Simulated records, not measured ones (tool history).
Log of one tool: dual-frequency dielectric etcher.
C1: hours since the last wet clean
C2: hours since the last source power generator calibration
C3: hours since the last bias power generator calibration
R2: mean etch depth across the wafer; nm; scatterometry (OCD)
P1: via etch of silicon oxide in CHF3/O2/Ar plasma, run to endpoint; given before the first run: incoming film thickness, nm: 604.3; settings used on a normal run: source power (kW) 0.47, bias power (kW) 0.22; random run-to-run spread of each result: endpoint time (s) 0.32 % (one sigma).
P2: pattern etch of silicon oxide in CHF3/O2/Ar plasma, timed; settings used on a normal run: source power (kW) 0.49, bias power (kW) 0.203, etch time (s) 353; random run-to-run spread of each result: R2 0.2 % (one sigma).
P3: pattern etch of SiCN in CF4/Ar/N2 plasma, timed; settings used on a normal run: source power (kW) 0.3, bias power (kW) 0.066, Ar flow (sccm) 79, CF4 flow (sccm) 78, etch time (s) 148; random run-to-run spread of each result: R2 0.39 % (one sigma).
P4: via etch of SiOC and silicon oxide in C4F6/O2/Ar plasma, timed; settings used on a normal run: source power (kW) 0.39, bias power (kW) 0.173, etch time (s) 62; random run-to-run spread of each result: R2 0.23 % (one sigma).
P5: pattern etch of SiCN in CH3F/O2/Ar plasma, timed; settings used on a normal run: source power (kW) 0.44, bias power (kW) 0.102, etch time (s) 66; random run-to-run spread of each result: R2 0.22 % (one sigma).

Run 1, hour 8.8: process that ran P1, source power (kW) 0.47, bias power (kW) 0.22; C1 432.7; C2 537.6; C3 1744.7. Result: endpoint time (s) 313.54.
Run 2, hour 23.9: process that ran P1, source power (kW) 0.29, bias power (kW) 0.136; C1 447.8; C2 552.7; C3 1759.8. Result: endpoint time (s) 449.66.
Run 3, hour 32.1: process that ran P5, source power (kW) 0.44, bias power (kW) 0.102, etch time (s) 95; C1 456; C2 560.9; C3 1768. Result: R2 43.143 nm.
Run 4, hour 47.2: process that ran P2, source power (kW) 0.39, bias power (kW) 0.203, etch time (s) 353; C1 471.1; C2 576; C3 1783.1. Result: R2 612.05 nm.
Run 5, hour 57.1: process that ran P5, source power (kW) 0.44, bias power (kW) 0.061, etch time (s) 66; C1 481; C2 585.9; C3 1793. Result: R2 24.929 nm.
Run 6, hour 74.3: process that ran P3, source power (kW) 0.3, bias power (kW) 0.066, etch time (s) 148, Ar flow (sccm) 100, CF4 flow (sccm) 78; C1 498.2; C2 603.1; C3 1810.2. Result: R2 86.834 nm.
Run 7, hour 89.2: process that ran P3, source power (kW) 0.3, bias power (kW) 0.066, etch time (s) 183.5, Ar flow (sccm) 79, CF4 flow (sccm) 78; C1 513.1; C2 618; C3 1825.1. Result: R2 111.01 nm.
Run 8, hour 106.6: process that ran P1, source power (kW) 0.47, bias power (kW) 0.22; C1 530.5; C2 635.4; C3 1842.5. Result: endpoint time (s) 316.27.
Run 9, hour 123.1: process that ran P4, source power (kW) 0.39, bias power (kW) 0.101, etch time (s) 62; C1 547; C2 651.9; C3 1859. Result: R2 58.798 nm.
Run 10, hour 137.4: process that ran P3, source power (kW) 0.3, bias power (kW) 0.066, etch time (s) 148, Ar flow (sccm) 79, CF4 flow (sccm) 101; C1 561.3; C2 666.2; C3 1873.3. Result: R2 92.391 nm.
Run 11, hour 144.9: process that ran P1, source power (kW) 0.38, bias power (kW) 0.22; C1 568.8; C2 673.7; C3 1880.8. Result: endpoint time (s) 341.49.
Run 12, hour 159.2: process that ran P1, source power (kW) 0.47, bias power (kW) 0.298; C1 583.1; C2 688; C3 1895.1. Result: endpoint time (s) 282.76.
Run 13, hour 171.4: process that ran P1, source power (kW) 0.47, bias power (kW) 0.22; C1 595.3; C2 700.2; C3 1907.3. Result: endpoint time (s) 316.91.
Run 14, hour 180.8: process that ran P2, source power (kW) 0.49, bias power (kW) 0.257, etch time (s) 353; C1 604.7; C2 709.6; C3 1916.7. Result: R2 726.11 nm.
Run 15, hour 190.6: process that ran P4, source power (kW) 0.39, bias power (kW) 0.173, etch time (s) 62; C1 614.5; C2 719.4; C3 1926.5. Result: R2 69.436 nm.
Run 16, hour 204.5: process that ran P2, source power (kW) 0.49, bias power (kW) 0.203, etch time (s) 353; C1 628.4; C2 733.3; C3 1940.4. Result: R2 670.72 nm.
Run 17, hour 217.3: process that ran P1, source power (kW) 0.36, bias power (kW) 0.298; C1 641.2; C2 746.1; C3 1953.2. Result: endpoint time (s) 311.65.
Run 18, hour 229.9: process that ran P5, source power (kW) 0.6, bias power (kW) 0.102, etch time (s) 66; C1 653.8; C2 758.7; C3 1965.8. Result: R2 33.671 nm.
Run 19, hour 243.4: process that ran P1, source power (kW) 0.47, bias power (kW) 0.22; C1 667.3; C2 772.2; C3 1979.3. Result: endpoint time (s) 315.84.
Run 20, hour 251.4: process that ran P1, source power (kW) 0.47, bias power (kW) 0.22; C1 675.3; C2 780.2; C3 1987.3. Result: endpoint time (s) 316.01.
Run 21, hour 268.8: process that ran P1, source power (kW) 0.47, bias power (kW) 0.171; C1 692.7; C2 797.6; C3 2004.7. Result: endpoint time (s) 344.84.
Run 22, hour 278.5: process that ran P4, source power (kW) 0.39, bias power (kW) 0.173, etch time (s) 37.5; C1 702.4; C2 807.3; C3 2014.4. Result: R2 41.944 nm.
Run 23, hour 289.8: process that ran P1, source power (kW) 0.47, bias power (kW) 0.22; C1 713.7; C2 818.6; C3 2025.7. Result: endpoint time (s) 314.88.
Run 24, hour 301.6: process that ran P1, source power (kW) 0.65, bias power (kW) 0.22; C1 725.5; C2 830.4; C3 2037.5. Result: endpoint time (s) 280.93.
Run 25, hour 317.7: process that ran P2, source power (kW) 0.49, bias power (kW) 0.203, etch time (s) 250; C1 741.6; C2 846.5; C3 2053.6. Result: R2 474.64 nm.
Run 26, hour 331.1: process that ran P4, source power (kW) 0.23, bias power (kW) 0.173, etch time (s) 62; C1 755; C2 859.9; C3 2067. Result: R2 56.494 nm.
Run 27, hour 348: process that ran P5, source power (kW) 0.44, bias power (kW) 0.102, etch time (s) 66; C1 771.9; C2 876.8; C3 2083.9. Result: R2 30.109 nm.
Run 28, hour 360.4: process that ran P3, source power (kW) 0.3, bias power (kW) 0.092, etch time (s) 148, Ar flow (sccm) 79, CF4 flow (sccm) 78; C1 784.3; C2 889.2; C3 2096.3. Result: R2 100.45 nm.
Run 29, hour 370.3: process that ran P3, source power (kW) 0.3, bias power (kW) 0.066, etch time (s) 148, Ar flow (sccm) 79, CF4 flow (sccm) 78; C1 794.2; C2 899.1; C3 2106.2. Result: R2 89.427 nm.
Run 30, hour 380.8: process that ran P5, source power (kW) 0.44, bias power (kW) 0.102, etch time (s) 66; C1 804.7; C2 909.6; C3 2116.7. Result: R2 30.103 nm.

Expected results for the next run?
Run 31, hour 390.5: process that ran P1, source power (kW) 0.37, bias power (kW) 0.301; C1 814.4; C2 919.3; C3 2126.4. Result: endpoint time (s) ?.

endpoint time (s): 307.27
